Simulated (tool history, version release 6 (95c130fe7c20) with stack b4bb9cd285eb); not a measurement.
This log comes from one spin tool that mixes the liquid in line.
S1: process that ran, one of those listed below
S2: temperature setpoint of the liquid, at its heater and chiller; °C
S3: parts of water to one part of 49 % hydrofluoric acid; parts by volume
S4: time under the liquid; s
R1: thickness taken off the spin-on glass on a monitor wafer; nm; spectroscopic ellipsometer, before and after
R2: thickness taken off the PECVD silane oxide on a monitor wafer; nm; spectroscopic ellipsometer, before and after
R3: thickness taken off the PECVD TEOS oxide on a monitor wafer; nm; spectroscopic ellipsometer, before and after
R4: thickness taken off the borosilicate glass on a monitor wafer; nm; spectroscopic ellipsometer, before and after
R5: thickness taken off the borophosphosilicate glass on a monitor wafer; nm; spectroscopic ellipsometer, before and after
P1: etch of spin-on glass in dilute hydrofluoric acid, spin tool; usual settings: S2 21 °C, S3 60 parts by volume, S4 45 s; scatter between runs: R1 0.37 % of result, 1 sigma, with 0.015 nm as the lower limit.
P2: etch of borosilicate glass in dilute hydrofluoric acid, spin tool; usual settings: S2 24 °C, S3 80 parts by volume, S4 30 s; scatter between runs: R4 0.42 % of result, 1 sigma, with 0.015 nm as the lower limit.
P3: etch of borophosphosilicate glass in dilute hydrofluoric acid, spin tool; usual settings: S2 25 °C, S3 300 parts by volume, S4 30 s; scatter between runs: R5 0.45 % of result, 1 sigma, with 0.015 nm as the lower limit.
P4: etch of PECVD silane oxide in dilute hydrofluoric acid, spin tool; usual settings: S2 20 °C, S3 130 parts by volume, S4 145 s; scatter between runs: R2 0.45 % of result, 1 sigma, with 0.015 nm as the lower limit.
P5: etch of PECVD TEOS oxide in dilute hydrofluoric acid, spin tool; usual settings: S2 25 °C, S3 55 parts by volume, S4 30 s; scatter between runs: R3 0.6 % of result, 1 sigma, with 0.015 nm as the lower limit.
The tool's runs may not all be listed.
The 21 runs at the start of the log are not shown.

run,hour,S1,S2,S3,S4,R1,R2,R3,R4,R5
22,309.7,P5,28.5,55,30,,,5.6435,,
23,321.8,P2,24,80,45,,,,13.905,
24,336,P1,21,20,45,104.78,,,,
25,349.4,P2,24,80,30,,,,9.448,
26,361.9,P2,24,135,30,,,,5.176,
27,373.8,P1,17,60,45,27.766,,,,
28,382.3,P3,25,300,30,,,,,4.8358
29,397.3,P1,21,95,45,20.003,,,,

Run 30 comes next. What will it give?
30,410.4,P1,21,60,45,?,,,,

R1: 33.03 nm
